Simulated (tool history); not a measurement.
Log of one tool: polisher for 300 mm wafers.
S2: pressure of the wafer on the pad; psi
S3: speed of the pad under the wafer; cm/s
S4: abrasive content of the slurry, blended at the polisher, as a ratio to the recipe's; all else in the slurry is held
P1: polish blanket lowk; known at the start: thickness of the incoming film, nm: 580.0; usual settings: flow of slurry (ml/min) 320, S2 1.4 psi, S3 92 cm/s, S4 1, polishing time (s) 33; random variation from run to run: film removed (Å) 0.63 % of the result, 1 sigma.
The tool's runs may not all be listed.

run 1 day=0.538 | flow_of_slurry_(ml/min)=320 S2=1.4 S3=92 S4=1 polishing_time_(s)=33 | film_removed_(Å)=83.922
run 2 day=0.929 | flow_of_slurry_(ml/min)=320 S2=1.4 S3=92 S4=1 polishing_time_(s)=33 | film_removed_(Å)=84.236
run 3 day=1.367 | flow_of_slurry_(ml/min)=320 S2=1.4 S3=92 S4=1 polishing_time_(s)=33 | film_removed_(Å)=83.908
run 4 day=1.908 | flow_of_slurry_(ml/min)=320 S2=1.4 S3=64 S4=1 polishing_time_(s)=33 | film_removed_(Å)=62.332
run 5 day=2.2 | flow_of_slurry_(ml/min)=320 S2=1.4 S3=144 S4=1 polishing_time_(s)=33 | film_removed_(Å)=118.78
run 6 day=2.662 | flow_of_slurry_(ml/min)=320 S2=0.6 S3=92 S4=1 polishing_time_(s)=33 | film_removed_(Å)=36.234
run 7 day=3.208 | flow_of_slurry_(ml/min)=320 S2=1.4 S3=92 S4=0.5 polishing_time_(s)=33 | film_removed_(Å)=57.537
run 8 day=3.496 | flow_of_slurry_(ml/min)=190 S2=1.4 S3=92 S4=1 polishing_time_(s)=33 | film_removed_(Å)=78.754
run 9 day=3.892 | flow_of_slurry_(ml/min)=320 S2=1.4 S3=64 S4=1.2 polishing_time_(s)=33 | film_removed_(Å)=67.681
run 10 day=4.308 | flow_of_slurry_(ml/min)=320 S2=1.4 S3=92 S4=1.2 polishing_time_(s)=33 | film_removed_(Å)=90.693
run 11 day=4.846 | flow_of_slurry_(ml/min)=320 S2=1.4 S3=92 S4=1 polishing_time_(s)=46 | film_removed_(Å)=115.14
run 12 day=5.233 | flow_of_slurry_(ml/min)=485 S2=1.4 S3=92 S4=1 polishing_time_(s)=33 | film_removed_(Å)=86.241
run 13 day=5.508 | flow_of_slurry_(ml/min)=320 S2=1.4 S3=92 S4=1 polishing_time_(s)=33 | film_removed_(Å)=82.759
run 14 day=5.883 | flow_of_slurry_(ml/min)=320 S2=1.4 S3=92 S4=1 polishing_time_(s)=15 | film_removed_(Å)=38.223
run 15 day=6.396 | flow_of_slurry_(ml/min)=320 S2=2.1 S3=92 S4=1 polishing_time_(s)=33 | film_removed_(Å)=125.9
run 16 day=6.762 | flow_of_slurry_(ml/min)=320 S2=1.4 S3=92 S4=1 polishing_time_(s)=33 | film_removed_(Å)=83.251
run 17 day=7.312 | flow_of_slurry_(ml/min)=320 S2=1.4 S3=92 S4=1 polishing_time_(s)=33 | film_removed_(Å)=80.113
run 18 day=7.808 | flow_of_slurry_(ml/min)=320 S2=1.4 S3=92 S4=1 polishing_time_(s)=33 | film_removed_(Å)=78.817
run 19 day=8.108 | flow_of_slurry_(ml/min)=320 S2=1.4 S3=92 S4=1 polishing_time_(s)=33 | film_removed_(Å)=78.42
-- day=8.442 slurry nozzle cleaned
run 20 day=8.567 | flow_of_slurry_(ml/min)=320 S2=1.4 S3=92 S4=1 polishing_time_(s)=33 | film_removed_(Å)=78.153
-- day=8.667 conditioning disc replaced and pad reconditioned
run 21 day=8.888 | flow_of_slurry_(ml/min)=320 S2=1.4 S3=92 S4=1 polishing_time_(s)=33 | film_removed_(Å)=77.297
-- day=9.1 head pressure recalibrated
run 22 day=9.283 | flow_of_slurry_(ml/min)=320 S2=1.4 S3=92 S4=1 polishing_time_(s)=33 | film_removed_(Å)=76.814
run 23 day=9.746 | flow_of_slurry_(ml/min)=320 S2=1.4 S3=92 S4=1 polishing_time_(s)=33 | film_removed_(Å)=76.046
run 24 day=10.179 | flow_of_slurry_(ml/min)=320 S2=1.4 S3=92 S4=1 polishing_time_(s)=33 | film_removed_(Å)=75.971
run 25 day=10.479 | flow_of_slurry_(ml/min)=320 S2=1.4 S3=92 S4=1 polishing_time_(s)=33 | film_removed_(Å)=76.432
run 26 day=10.933 | flow_of_slurry_(ml/min)=320 S2=1.4 S3=92 S4=1 polishing_time_(s)=33 | film_removed_(Å)=76.979

What P1 gives has crept away from where it was. These 2 causes fit the log equally well, each at the size given:
A: removal rate lost through wear of the pad, % = 8.57
B: abrasive missing from the slurry, % = 17.1
The creep began at about day 6.762.
Why every other cause is out:
slurry flow missing at the pad, %: serviced at day 8.442, which brought nothing back
head's pressure below its setpoint, %: serviced at day 9.1, which brought nothing back
time polished since the conditioner stopped cutting, s: serviced at day 8.667, which brought nothing back

4 check runs are offered, each on 2 wafers whose results are averaged, their results left as question marks. Which one tells the causes apart?
run check 1 day=11.388 | flow_of_slurry_(ml/min)=485 S2=0.6 S3=92 S4=1 polishing_time_(s)=33 | film_removed_(Å)=?
run check 2 day=11.388 | flow_of_slurry_(ml/min)=455 S2=1.4 S3=92 S4=1 polishing_time_(s)=33 | film_removed_(Å)=?
run check 3 day=11.388 | flow_of_slurry_(ml/min)=320 S2=1.4 S3=138 S4=1 polishing_time_(s)=33 | film_removed_(Å)=?
run check 4 day=11.388 | flow_of_slurry_(ml/min)=320 S2=1.4 S3=92 S4=0.5 polishing_time_(s)=44 | film_removed_(Å)=?

What each check would give under each cause:
check=check_1 result=film_removed_(Å) if_A=33.69 if_B=33.689
check=check_2 result=film_removed_(Å) if_A=78.316 if_B=78.314
check=check_3 result=film_removed_(Å) if_A=105.61 if_B=105.61
check=check_4 result=film_removed_(Å) if_A=69.992 if_B=67.81
How far apart the two closest causes lie, in the result that separates them most: check 1 0 %; check 2 0 %; check 3 0 %; check 4 3.17 %
Check 4 tells the causes apart: in the others they would give nearly the same result.

Check 4 was then run and gave: film removed (Å) 69.429. Which cause is it?

It is A: removal rate lost through wear of the pad, %.
